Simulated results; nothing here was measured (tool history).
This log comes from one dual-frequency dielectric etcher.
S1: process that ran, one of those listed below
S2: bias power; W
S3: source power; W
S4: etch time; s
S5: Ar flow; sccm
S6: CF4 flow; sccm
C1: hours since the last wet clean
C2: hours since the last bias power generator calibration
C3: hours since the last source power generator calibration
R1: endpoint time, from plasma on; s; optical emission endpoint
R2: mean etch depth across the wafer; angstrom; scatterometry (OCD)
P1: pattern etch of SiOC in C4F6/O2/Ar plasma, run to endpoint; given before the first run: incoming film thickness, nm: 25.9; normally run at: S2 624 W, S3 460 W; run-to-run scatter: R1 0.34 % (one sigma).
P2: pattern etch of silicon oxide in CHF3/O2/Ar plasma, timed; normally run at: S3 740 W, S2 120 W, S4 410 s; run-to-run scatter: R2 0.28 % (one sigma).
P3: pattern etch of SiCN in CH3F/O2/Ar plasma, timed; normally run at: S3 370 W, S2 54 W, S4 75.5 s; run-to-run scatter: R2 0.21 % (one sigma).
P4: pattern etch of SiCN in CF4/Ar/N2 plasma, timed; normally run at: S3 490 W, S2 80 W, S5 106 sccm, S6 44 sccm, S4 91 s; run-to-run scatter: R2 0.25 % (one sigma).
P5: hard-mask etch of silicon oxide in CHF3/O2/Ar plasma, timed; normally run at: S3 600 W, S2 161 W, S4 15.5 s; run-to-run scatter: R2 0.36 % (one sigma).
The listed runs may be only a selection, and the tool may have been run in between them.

run   hour  S1   S2   S3    S4   S5  S6     C1      C2      C3      R1      R2
  1    7.6  P1  624  460                  61.9   659.4    2137  7.4441
  2   13.7  P1  624  460                    68   665.5  2143.1  7.4745
  3     25  P1  449  460                  79.3   676.8  2154.4  8.4378
  4   30.8  P2   81  740   410            85.1   682.6  2160.2          6919.8
      31.5  -- source power generator calibrated
  5   39.3  P3   54  300  75.5            93.6   691.1     7.8          238.69
  6   46.6  P3   54  370  99.5           100.9   698.4    15.1          339.75
  7     56  P1  624  460                 110.3   707.8    24.5  7.4763
  8   63.7  P5  161  600  15.5             118   715.5    32.2          289.16
  9   73.2  P4   80  380    91  106  44  127.5     725    41.7          676.59
 10   82.5  P3   36  370  75.5           136.8   734.3      51          227.27
 11   93.3  P3   54  370  75.5           147.6   745.1    61.8          259.05
 12    105  P4   80  490    91  106  44  159.3   756.8    73.5          844.69
 13    115  P3   54  370  75.5           169.3   766.8    83.5          258.41
 14  121.4  P5  161  600  11.5           175.7   773.2    89.9          214.01
 15  129.6  P2  120  740   545           183.9   781.4    98.1           10268
 16  137.1  P1  624  460                 191.4   788.9   105.6  7.4773
 17  143.4  P4   80  490    91  106  44  197.7   795.2   111.9          840.98
 18  154.6  P2  120  460   410           208.9   806.4   123.1          6426.7
 19  166.4  P2  120  740   410           220.7   818.2   134.9          7729.8
 20  177.3  P1  867  460                 231.6   829.1   145.8  6.5842
 21  188.6  P4   50  490    91  106  44  242.9   840.4   157.1          707.71
 22  200.6  P2  120  740   410           254.9   852.4   169.1          7753.3
 23  206.3  P4   80  490    50  106  44  260.6   858.1   174.8          463.23
 24  214.1  P1  624  460                 268.4   865.9   182.6  7.4542
 25  219.3  P5  222  600  15.5           273.6   871.1   187.8          324.83
 26  225.4  P1  624  460                 279.7   877.2   193.9  7.4534
 27  237.4  P1  624  630                 291.7   889.2   205.9  6.6553
 28  246.2  P1  624  460                 300.5     898   214.7  7.4773
 29  252.6  P1  850  640                 306.9   904.4   221.1  5.8722
 30  258.6  P1  493  270                 312.9   910.4   227.1  9.9529
 31  265.9  P5  161  810  15.5           320.2   917.7   234.4           326.8
 32  277.7  P4   80  490    91   86  44    332   929.5   246.2          870.64
 33  287.8  P4   80  490    91  106  26  342.1   939.6   256.3          771.17
 34  298.1  P1  624  350                 352.4   949.9   266.6  8.2273
 35    310  P1  624  460                 364.3   961.8   278.5  7.4994
 36  321.1  P1  624  460                 375.4   972.9   289.6  7.5101
 37  327.8  P1  624  460                 382.1   979.6   296.3  7.5479
 38  335.4  P1  624  460                 389.7   987.2   303.9  7.5322
     344.7  -- wet clean of the chamber
 39    347  P1  624  460                   2.4   998.8   315.5  7.5349
 40  354.6  P1  624  460                    10  1006.4   323.1  7.5591
 41  364.1  P1  624  460                  19.5  1015.9   332.6  7.6048
 42  370.5  P1  624  460                  25.9  1022.3     339  7.5902
 43  382.3  P1  624  460                  37.7  1034.1   350.8  7.6114
 44  394.2  P1  624  460                  49.6    1046   362.7  7.5735
 45  403.9  P1  624  460                  59.3  1055.7   372.4  7.6169

What P1 gives has crept away from where it was. These 2 causes fit the log equally well, each at the size given:
A: bias power that arrives under what is set, % = 4.33
B: source power that arrives under what is set, % = 4.51
At approximately hour 310, the process output began to creep.
All other causes, with the reason each is excluded:
chamber walls in a state that lowers the etch rate, %: serviced at hour 344.7, which brought nothing back

Below are 4 check runs, each on a single wafer, with their results shown as question marks. Which of them would tell the listed causes apart, meaning the causes would give clearly different results under it?
check 1  413.6  P4   64  490    91  106  44                   ?
check 2  413.6  P2   99  580   410                            ?
check 3  413.6  P5  201  690  15.5                            ?
check 4  413.6  P3   46  370  75.5                            ?

Check results expected under each cause:
  check  result    if A    if B
check 1      R2  762.92   744.8
check 2      R2  6536.8  6501.6
check 3      R2  324.29  323.46
check 4      R2  241.64  240.71
Per-check spread between the two closest causes, in the result where they differ most: check 1 2.4 %; check 2 0.54 %; check 3 0.26 %; check 4 0.38 %
The causes can be told apart only by check 1. The other checks would give nearly the same results under each of them.

Running check 1 produced the following: R2 764.85 angstrom. Which one of the listed causes fits?

A is the cause: bias power that arrives under what is set, %.
